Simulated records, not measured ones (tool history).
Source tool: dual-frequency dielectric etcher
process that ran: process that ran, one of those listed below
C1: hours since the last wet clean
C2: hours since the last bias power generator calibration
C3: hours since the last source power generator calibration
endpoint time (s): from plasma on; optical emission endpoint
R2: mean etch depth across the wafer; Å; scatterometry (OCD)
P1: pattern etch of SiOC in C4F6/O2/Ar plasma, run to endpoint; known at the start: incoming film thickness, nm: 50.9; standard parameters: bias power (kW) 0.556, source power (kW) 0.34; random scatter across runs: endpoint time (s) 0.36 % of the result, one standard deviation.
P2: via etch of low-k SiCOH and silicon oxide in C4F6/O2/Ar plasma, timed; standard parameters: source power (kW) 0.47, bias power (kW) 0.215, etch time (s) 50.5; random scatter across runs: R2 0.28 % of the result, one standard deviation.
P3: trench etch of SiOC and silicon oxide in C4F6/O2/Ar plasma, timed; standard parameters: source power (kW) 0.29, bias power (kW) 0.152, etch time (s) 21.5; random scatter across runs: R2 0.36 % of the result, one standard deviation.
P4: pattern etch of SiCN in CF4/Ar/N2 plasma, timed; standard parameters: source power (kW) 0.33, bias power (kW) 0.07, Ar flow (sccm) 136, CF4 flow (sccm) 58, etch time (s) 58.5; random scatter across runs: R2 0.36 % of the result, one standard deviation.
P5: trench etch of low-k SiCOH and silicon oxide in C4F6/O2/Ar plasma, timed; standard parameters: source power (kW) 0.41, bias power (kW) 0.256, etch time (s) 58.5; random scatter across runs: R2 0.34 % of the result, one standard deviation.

run 1 hour=15.3 | process_that_ran=P1 bias_power_(kW)=0.556 source_power_(kW)=0.34 | C1=97.7 C2=2794.9 C3=917 | endpoint_time_(s)=17.703
run 2 hour=23.6 | process_that_ran=P1 bias_power_(kW)=0.443 source_power_(kW)=0.34 | C1=106 C2=2803.2 C3=925.3 | endpoint_time_(s)=19.267
run 3 hour=37.9 | process_that_ran=P2 bias_power_(kW)=0.215 source_power_(kW)=0.33 etch_time_(s)=50.5 | C1=120.3 C2=2817.5 C3=939.6 | R2=1368.1
run 4 hour=49.1 | process_that_ran=P4 bias_power_(kW)=0.07 source_power_(kW)=0.33 etch_time_(s)=82.5 Ar_flow_(sccm)=136 CF4_flow_(sccm)=58 | C1=131.5 C2=2828.7 C3=950.8 | R2=515.58
run 5 hour=63.6 | process_that_ran=P5 bias_power_(kW)=0.166 source_power_(kW)=0.41 etch_time_(s)=58.5 | C1=146 C2=2843.2 C3=965.3 | R2=1880
run 6 hour=75 | process_that_ran=P4 bias_power_(kW)=0.07 source_power_(kW)=0.33 etch_time_(s)=58.5 Ar_flow_(sccm)=136 CF4_flow_(sccm)=58 | C1=157.4 C2=2854.6 C3=976.7 | R2=368.07
run 7 hour=88.2 | process_that_ran=P3 bias_power_(kW)=0.152 source_power_(kW)=0.36 etch_time_(s)=21.5 | C1=170.6 C2=2867.8 C3=989.9 | R2=392.4
run 8 hour=96.9 | process_that_ran=P1 bias_power_(kW)=0.556 source_power_(kW)=0.34 | C1=179.3 C2=2876.5 C3=998.6 | endpoint_time_(s)=17.755
run 9 hour=107.8 | process_that_ran=P3 bias_power_(kW)=0.152 source_power_(kW)=0.29 etch_time_(s)=21.5 | C1=190.2 C2=2887.4 C3=1009.5 | R2=359.87
run 10 hour=115.6 | process_that_ran=P1 bias_power_(kW)=0.556 source_power_(kW)=0.34 | C1=198 C2=2895.2 C3=1017.3 | endpoint_time_(s)=17.78
run 11 hour=130.1 | process_that_ran=P3 bias_power_(kW)=0.152 source_power_(kW)=0.29 etch_time_(s)=32 | C1=212.5 C2=2909.7 C3=1031.8 | R2=537.99
run 12 hour=142.2 | process_that_ran=P1 bias_power_(kW)=0.556 source_power_(kW)=0.26 | C1=224.6 C2=2921.8 C3=1043.9 | endpoint_time_(s)=19.721
run 13 hour=159.7 | process_that_ran=P2 bias_power_(kW)=0.215 source_power_(kW)=0.47 etch_time_(s)=50.5 | C1=242.1 C2=2939.3 C3=1061.4 | R2=1562.2
run 14 hour=173.2 | process_that_ran=P1 bias_power_(kW)=0.556 source_power_(kW)=0.34 | C1=255.6 C2=2952.8 C3=1074.9 | endpoint_time_(s)=17.751
run 15 hour=185.1 | process_that_ran=P1 bias_power_(kW)=0.556 source_power_(kW)=0.34 | C1=267.5 C2=2964.7 C3=1086.8 | endpoint_time_(s)=17.758
run 16 hour=200 | process_that_ran=P4 bias_power_(kW)=0.07 source_power_(kW)=0.44 etch_time_(s)=58.5 Ar_flow_(sccm)=136 CF4_flow_(sccm)=58 | C1=282.4 C2=2979.6 C3=1101.7 | R2=472.64
run 17 hour=213 | process_that_ran=P3 bias_power_(kW)=0.102 source_power_(kW)=0.29 etch_time_(s)=21.5 | C1=295.4 C2=2992.6 C3=1114.7 | R2=319.23
run 18 hour=221.4 | process_that_ran=P5 bias_power_(kW)=0.256 source_power_(kW)=0.41 etch_time_(s)=32 | C1=303.8 C2=3001 C3=1123.1 | R2=1185.7
run 19 hour=232.7 | process_that_ran=P2 bias_power_(kW)=0.262 source_power_(kW)=0.47 etch_time_(s)=50.5 | C1=315.1 C2=3012.3 C3=1134.4 | R2=1674.2
run 20 hour=246.6 | process_that_ran=P2 bias_power_(kW)=0.215 source_power_(kW)=0.47 etch_time_(s)=74 | C1=329 C2=3026.2 C3=1148.3 | R2=2290.5
run 21 hour=259.7 | process_that_ran=P4 bias_power_(kW)=0.092 source_power_(kW)=0.33 etch_time_(s)=58.5 Ar_flow_(sccm)=136 CF4_flow_(sccm)=58 | C1=342.1 C2=3039.3 C3=1161.4 | R2=408.34
run 22 hour=273.3 | process_that_ran=P1 bias_power_(kW)=0.556 source_power_(kW)=0.4 | C1=355.7 C2=3052.9 C3=1175 | endpoint_time_(s)=16.75
run 23 hour=288.6 | process_that_ran=P5 bias_power_(kW)=0.256 source_power_(kW)=0.41 etch_time_(s)=58.5 | C1=371 C2=3068.2 C3=1190.3 | R2=2167
run 24 hour=299.1 | process_that_ran=P4 bias_power_(kW)=0.07 source_power_(kW)=0.33 etch_time_(s)=58.5 Ar_flow_(sccm)=136 CF4_flow_(sccm)=41 | C1=381.5 C2=3078.7 C3=1200.8 | R2=347.29
run 25 hour=315.7 | process_that_ran=P4 bias_power_(kW)=0.07 source_power_(kW)=0.33 etch_time_(s)=58.5 Ar_flow_(sccm)=179 CF4_flow_(sccm)=58 | C1=398.1 C2=3095.3 C3=1217.4 | R2=351.52
run 26 hour=323.8 | process_that_ran=P5 bias_power_(kW)=0.256 source_power_(kW)=0.28 etch_time_(s)=58.5 | C1=406.2 C2=3103.4 C3=1225.5 | R2=1870.7
run 27 hour=333.2 | process_that_ran=P2 bias_power_(kW)=0.215 source_power_(kW)=0.47 etch_time_(s)=50.5 | C1=415.6 C2=3112.8 C3=1234.9 | R2=1565.6
run 28 hour=346.1 | process_that_ran=P1 bias_power_(kW)=0.702 source_power_(kW)=0.34 | C1=428.5 C2=3125.7 C3=1247.8 | endpoint_time_(s)=16.263
run 29 hour=362.6 | process_that_ran=P1 bias_power_(kW)=0.45 source_power_(kW)=0.42 | C1=445 C2=3142.2 C3=1264.3 | endpoint_time_(s)=17.84
run 30 hour=376.4 | process_that_ran=P5 bias_power_(kW)=0.256 source_power_(kW)=0.41 etch_time_(s)=58.5 | C1=458.8 C2=3156 C3=1278.1 | R2=2175.7
run 31 hour=386.6 | process_that_ran=P1 bias_power_(kW)=0.556 source_power_(kW)=0.34 | C1=469 C2=3166.2 C3=1288.3 | endpoint_time_(s)=17.738
run 32 hour=395 | process_that_ran=P1 bias_power_(kW)=0.556 source_power_(kW)=0.34 | C1=477.4 C2=3174.6 C3=1296.7 | endpoint_time_(s)=17.862
run 33 hour=407.2 | process_that_ran=P1 bias_power_(kW)=0.556 source_power_(kW)=0.34 | C1=489.6 C2=3186.8 C3=1308.9 | endpoint_time_(s)=17.894
run 34 hour=423.4 | process_that_ran=P1 bias_power_(kW)=0.556 source_power_(kW)=0.34 | C1=505.8 C2=3203 C3=1325.1 | endpoint_time_(s)=17.98
run 35 hour=438.5 | process_that_ran=P1 bias_power_(kW)=0.556 source_power_(kW)=0.34 | C1=520.9 C2=3218.1 C3=1340.2 | endpoint_time_(s)=18.014
-- hour=444.2 wet clean of the chamber
run 36 hour=455.3 | process_that_ran=P1 bias_power_(kW)=0.556 source_power_(kW)=0.34 | C1=11.1 C2=3234.9 C3=1357 | endpoint_time_(s)=18.033
run 37 hour=465.2 | process_that_ran=P1 bias_power_(kW)=0.556 source_power_(kW)=0.34 | C1=21 C2=3244.8 C3=1366.9 | endpoint_time_(s)=18.032

P1 has crept away from where it was. The log is fitted equally well by each of these 2 causes, at the sizes shown:
A: bias power that arrives under what is set, % = 4.56
B: source power that arrives under what is set, % = 4.74
The drift started at roughly hour 386.6.
Why every other cause is out:
chamber walls in a state that lowers the etch rate, %: serviced at hour 444.2, after the drift had started, without restoring the earlier output

Consider the 4 check runs below, whose results appear as question marks and each of which averages 2 wafers. Which one distinguishes the causes, in that each cause would give it a clearly different result?
run check 1 hour=475.1 | process_that_ran=P3 bias_power_(kW)=0.152 source_power_(kW)=0.29 etch_time_(s)=32 | R2=?
run check 2 hour=475.1 | process_that_ran=P2 bias_power_(kW)=0.215 source_power_(kW)=0.47 etch_time_(s)=71 | R2=?
run check 3 hour=475.1 | process_that_ran=P5 bias_power_(kW)=0.256 source_power_(kW)=0.3 etch_time_(s)=32.5 | R2=?
run check 4 hour=475.1 | process_that_ran=P4 bias_power_(kW)=0.09 source_power_(kW)=0.33 etch_time_(s)=58.5 Ar_flow_(sccm)=136 CF4_flow_(sccm)=41 | R2=?

Outcome of each check run for each possible cause:
check=check_1 result=R2 if_A=528.99 if_B=526.65
check=check_2 result=R2 if_A=2166.1 if_B=2158.1
check=check_3 result=R2 if_A=1053.3 if_B=1050.8
check=check_4 result=R2 if_A=376.44 if_B=368.21
How far apart the two closest causes lie, in the result that separates them most: check 1 0.44 %; check 2 0.37 %; check 3 0.24 %; check 4 2.21 %
Check 4 tells the causes apart: in the others they would give nearly the same result.

After running check 4, the following was obtained: R2 368.89 Å. Which cause does this point to?

It is B: source power that arrives under what is set, %.
